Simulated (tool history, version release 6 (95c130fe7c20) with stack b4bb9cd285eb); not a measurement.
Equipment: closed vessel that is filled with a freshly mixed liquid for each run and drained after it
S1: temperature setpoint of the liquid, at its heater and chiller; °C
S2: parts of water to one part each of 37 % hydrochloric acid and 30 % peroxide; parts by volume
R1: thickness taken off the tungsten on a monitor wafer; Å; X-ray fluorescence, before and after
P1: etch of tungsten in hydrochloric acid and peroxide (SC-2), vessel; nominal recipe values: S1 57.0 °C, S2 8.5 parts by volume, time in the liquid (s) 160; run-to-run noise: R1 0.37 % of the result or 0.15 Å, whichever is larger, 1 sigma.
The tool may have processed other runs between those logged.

Run 1, hour 13.2: S1 57.0 °C, S2 8.5 parts by volume, time in the liquid (s) 160. Result: R1 546.31 Å.
Run 2, hour 23.7: S1 57.0 °C, S2 8.5 parts by volume, time in the liquid (s) 160. Result: R1 548.26 Å.
Run 3, hour 34.2: S1 57.0 °C, S2 8.5 parts by volume, time in the liquid (s) 310. Result: R1 1055.10 Å.
Run 4, hour 46.2: S1 57.0 °C, S2 8.5 parts by volume, time in the liquid (s) 160. Result: R1 543.38 Å.
Run 5, hour 61.5: S1 57.0 °C, S2 15.0 parts by volume, time in the liquid (s) 160. Result: R1 337.10 Å.
Run 6, hour 68.8: S1 57.0 °C, S2 13.5 parts by volume, time in the liquid (s) 95. Result: R1 218.74 Å.
Run 7, hour 83.5: S1 57.0 °C, S2 8.5 parts by volume, time in the liquid (s) 160. Result: R1 543.02 Å.
Run 8, hour 96.8: S1 57.0 °C, S2 8.5 parts by volume, time in the liquid (s) 160. Result: R1 544.90 Å.
Run 9, hour 107.0: S1 70.5 °C, S2 8.5 parts by volume, time in the liquid (s) 160. Result: R1 1251.10 Å.
Run 10, hour 118.7: S1 41.5 °C, S2 8.5 parts by volume, time in the liquid (s) 160. Result: R1 192.87 Å.
Run 11, hour 127.0: S1 57.0 °C, S2 8.5 parts by volume, time in the liquid (s) 160. Result: R1 543.99 Å.
Run 12, hour 137.6: S1 57.0 °C, S2 8.5 parts by volume, time in the liquid (s) 30. Result: R1 101.82 Å.
Run 13, hour 146.2: S1 57.0 °C, S2 4.0 parts by volume, time in the liquid (s) 160. Result: R1 953.04 Å.
Run 14, hour 155.6: S1 57.0 °C, S2 8.5 parts by volume, time in the liquid (s) 160. Result: R1 544.25 Å.
Run 15, hour 167.9: S1 57.0 °C, S2 8.5 parts by volume, time in the liquid (s) 160. Result: R1 560.21 Å.
Run 16, hour 182.5: S1 57.0 °C, S2 8.5 parts by volume, time in the liquid (s) 160. Result: R1 573.88 Å.
Run 17, hour 194.7: S1 57.0 °C, S2 8.5 parts by volume, time in the liquid (s) 160. Result: R1 576.27 Å.
Run 18, hour 204.9: S1 57.0 °C, S2 8.5 parts by volume, time in the liquid (s) 160. Result: R1 582.60 Å.
Run 19, hour 212.1: S1 57.0 °C, S2 8.5 parts by volume, time in the liquid (s) 160. Result: R1 583.47 Å.
Run 20, hour 225.4: S1 57.0 °C, S2 8.5 parts by volume, time in the liquid (s) 160. Result: R1 585.17 Å.
Run 21, hour 236.2: S1 57.0 °C, S2 8.5 parts by volume, time in the liquid (s) 160. Result: R1 587.30 Å.
Run 22, hour 248.2: S1 57.0 °C, S2 8.5 parts by volume, time in the liquid (s) 160. Result: R1 587.30 Å.
Run 23, hour 256.1: S1 57.0 °C, S2 8.5 parts by volume, time in the liquid (s) 160. Result: R1 586.23 Å.

The output of P1 has drifted from where it used to be. Each of the 2 causes below, taken at the size shown beside it, accounts for the log equally well:
A: chemicals flow above the setpoint (%) = 10
B: liquid hotter than its thermometer reads (K) = 1.21
Onset of the creep was near hour 155.6.
What rules out each remaining cause:
peroxide weaker than its label (%): at its largest 8, which would move R1 by -7.3 %, too little to match the creep or of the wrong sign

Which of the check runs below tells the causes apart, meaning the causes would give it clearly different results? Each run uses 2 wafers whose results are averaged, and each result is shown as a question mark.
Run check 1, hour 264.0: S1 57.0 °C, S2 13.5 parts by volume, time in the liquid (s) 35. Result: R1 ?.
Run check 2, hour 264.0: S1 57.0 °C, S2 12.5 parts by volume, time in the liquid (s) 160. Result: R1 ?.
Run check 3, hour 264.0: S1 43.0 °C, S2 4.0 parts by volume, time in the liquid (s) 160. Result: R1 ?.
Run check 4, hour 264.0: S1 66.0 °C, S2 8.5 parts by volume, time in the liquid (s) 160. Result: R1 ?.

What every check run would give for each of its results, assuming each possible cause in turn:
  check  result      if A      if B
check 1      R1    87.535    87.059
check 2      R1   427.380   425.430
check 3      R1   398.280   406.890
check 4      R1  1027.600  1024.000
Per-check spread between the two closest causes, in the result where they differ most: check 1 0.55 %; check 2 0.46 %; check 3 2.14 %; check 4 0.35 %
The causes can be told apart only by check 3. The other checks would give nearly the same results under each of them.

Check 3 has now been run. It gave: R1 406.710 Å. Which of the candidate causes is it?

B is the cause: liquid hotter than its thermometer reads (K).

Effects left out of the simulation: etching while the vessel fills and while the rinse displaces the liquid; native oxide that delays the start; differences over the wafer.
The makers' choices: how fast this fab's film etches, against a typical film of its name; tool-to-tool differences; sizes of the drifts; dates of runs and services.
